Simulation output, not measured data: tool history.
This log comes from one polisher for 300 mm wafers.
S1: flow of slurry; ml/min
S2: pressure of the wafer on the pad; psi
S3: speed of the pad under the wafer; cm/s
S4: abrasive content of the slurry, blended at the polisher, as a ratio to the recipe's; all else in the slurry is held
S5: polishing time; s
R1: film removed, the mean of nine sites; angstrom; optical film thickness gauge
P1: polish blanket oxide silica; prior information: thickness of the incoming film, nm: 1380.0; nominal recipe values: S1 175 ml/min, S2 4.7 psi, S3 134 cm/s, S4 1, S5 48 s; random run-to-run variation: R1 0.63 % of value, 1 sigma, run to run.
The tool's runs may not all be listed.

run	hour	S1	S2	S3	S4	S5	R1
1	11.4	175	4.7	134	1	48	2372.5
2	22.1	175	4.7	134	0.6	48	1801.6
3	29.3	175	4.7	72	1	48	1447
4	37	175	4.7	134	1	48	2345.3
5	44.9	105	4.7	134	1	48	2137.9
6	53.7	175	4.7	134	1	70	3466.1
7	61.4	175	4.7	134	1	48	2343.3
8	71.8	175	4.7	134	1	22	1079.2
9	81.9	175	4.7	134	1	48	2369.7
10	89.4	175	4.7	134	1	48	2372.6
11	95.2	220	3.6	134	1	48	1855
12	101.7	175	6.5	134	1	48	3267
13	109.9	175	3	134	1	48	1497.6
# hour 117.3: worn pad replaced by a new one
14	118.3	175	4.7	134	1	48	2329.6
15	126	250	4.7	134	1	48	2462.6
16	135	175	4.7	134	1.25	48	2578.6
17	140.4	175	4.7	208	1	48	3337
18	151.8	175	4.7	134	1	48	2367.8
19	162.9	175	4.7	134	1	48	2241.1
# hour 170.6: conditioning disc replaced and pad reconditioned
20	171.1	175	4.7	134	1	48	2179.3
21	176.6	175	4.7	134	1	48	2179.1
22	181.9	175	4.7	134	1	48	2162.6
# hour 185.5: slurry nozzle cleaned
# hour 186.1: worn pad replaced by a new one
23	193.1	175	4.7	134	1	48	2137.2
24	199.9	175	4.7	134	1	48	2158.4

The log shows P1 creeping away from where it was. Any of the 2 causes listed here, at the size stated for it, fits the log just as well as the others:
A: abrasive missing from the slurry, % = 17.3
B: head's pressure below its setpoint, % = 8.67
The gradual shift began around hour 151.8.
All other causes, with the reason each is excluded:
removal rate lost through wear of the pad, %: was serviced at hour 186.1, once the creep was under way, yet the earlier output never came back
slurry flow missing at the pad, %: was serviced at hour 185.5, once the creep was under way, yet the earlier output never came back
time polished since the conditioner stopped cutting, s: was serviced at hour 170.6, once the creep was under way, yet the earlier output never came back

Each of the check runs listed below is run on 5 wafers and reports their average, with the results left as question marks. Pick the one under which the possible causes would lead to clearly different results.
check 1	206.7	240	4.7	202	1	48	?
check 2	206.7	175	3.1	134	1	22	?
check 3	206.7	175	4.7	208	1	62	?
check 4	206.7	105	4.7	134	0.6	48	?

Outcome of each check run for each possible cause:
check	result	if A	if B
check 1	R1	3118.2	3118.6
check 2	R1	651.83	651.93
check 3	R1	3959.2	3959.8
check 4	R1	1466.6	1502.3
Separation of the two closest causes in each check, using whichever result separates them best: check 1 0.01 %; check 2 0.01 %; check 3 0.01 %; check 4 2.41 %
Of the check runs offered, only check 4 discriminates between the causes; the rest would read about the same regardless of which cause applies.

Check 4 was then run and gave: R1 1470 angstrom. Which cause is it?

A is the cause: abrasive missing from the slurry, %.

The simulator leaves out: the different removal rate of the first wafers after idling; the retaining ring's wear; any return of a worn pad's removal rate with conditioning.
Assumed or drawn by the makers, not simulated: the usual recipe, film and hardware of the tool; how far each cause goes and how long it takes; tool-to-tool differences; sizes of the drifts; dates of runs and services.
